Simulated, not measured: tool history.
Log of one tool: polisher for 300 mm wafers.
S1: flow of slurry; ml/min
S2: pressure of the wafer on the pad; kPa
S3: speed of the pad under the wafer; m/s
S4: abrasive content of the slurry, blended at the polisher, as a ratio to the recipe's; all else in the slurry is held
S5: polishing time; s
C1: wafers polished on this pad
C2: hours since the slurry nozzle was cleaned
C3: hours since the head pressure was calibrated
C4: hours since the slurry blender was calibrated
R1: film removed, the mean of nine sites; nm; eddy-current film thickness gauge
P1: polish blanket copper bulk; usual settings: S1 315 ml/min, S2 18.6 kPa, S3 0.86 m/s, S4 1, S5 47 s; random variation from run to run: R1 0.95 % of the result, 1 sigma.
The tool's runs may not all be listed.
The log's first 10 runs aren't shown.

| run | hour | S1 | S2 | S3 | S4 | S5 | C1 | C2 | C3 | C4 | R1 |
|---|---|---|---|---|---|---|---|---|---|---|---|
| 11 | 62.8 | 315 | 25.5 | 0.86 | 1 | 63 | 843 | 143.7 | 42.5 | 296.2 | 592.9 |
| 12 | 69.1 | 315 | 18.6 | 0.86 | 1 | 47 | 897 | 150 | 48.8 | 302.5 | 322.55 |
| 13 | 75.2 | 315 | 18.6 | 0.86 | 1 | 47 | 950 | 156.1 | 54.9 | 308.6 | 330.13 |
| 14 | 79.8 | 190 | 18.6 | 0.86 | 1 | 47 | 990 | 160.7 | 59.5 | 313.2 | 302.21 |
| 15 | 83.9 | 315 | 27.6 | 0.86 | 1 | 47 | 1026 | 164.8 | 63.6 | 317.3 | 478.58 |
|  | 84.9 | worn pad replaced by a new one |
| 16 | 89.9 | 315 | 18.6 | 0.48 | 1 | 47 | 44 | 170.8 | 69.6 | 323.3 | 179.96 |
| 17 | 93.7 | 315 | 18.6 | 0.86 | 1 | 47 | 77 | 174.6 | 73.4 | 327.1 | 322.62 |
| 18 | 97.4 | 315 | 18.6 | 0.86 | 1.25 | 47 | 109 | 178.3 | 77.1 | 330.8 | 341.54 |
| 19 | 101.9 | 315 | 18.6 | 0.86 | 1 | 47 | 148 | 182.8 | 81.6 | 335.3 | 323.25 |

The next listed run, before its measurement:
| 20 | 106.1 | 315 | 18.6 | 0.86 | 1 | 47 | 184 | 187 | 85.8 | 339.5 | ? |

Logged for run 20: R1 319.57 nm.
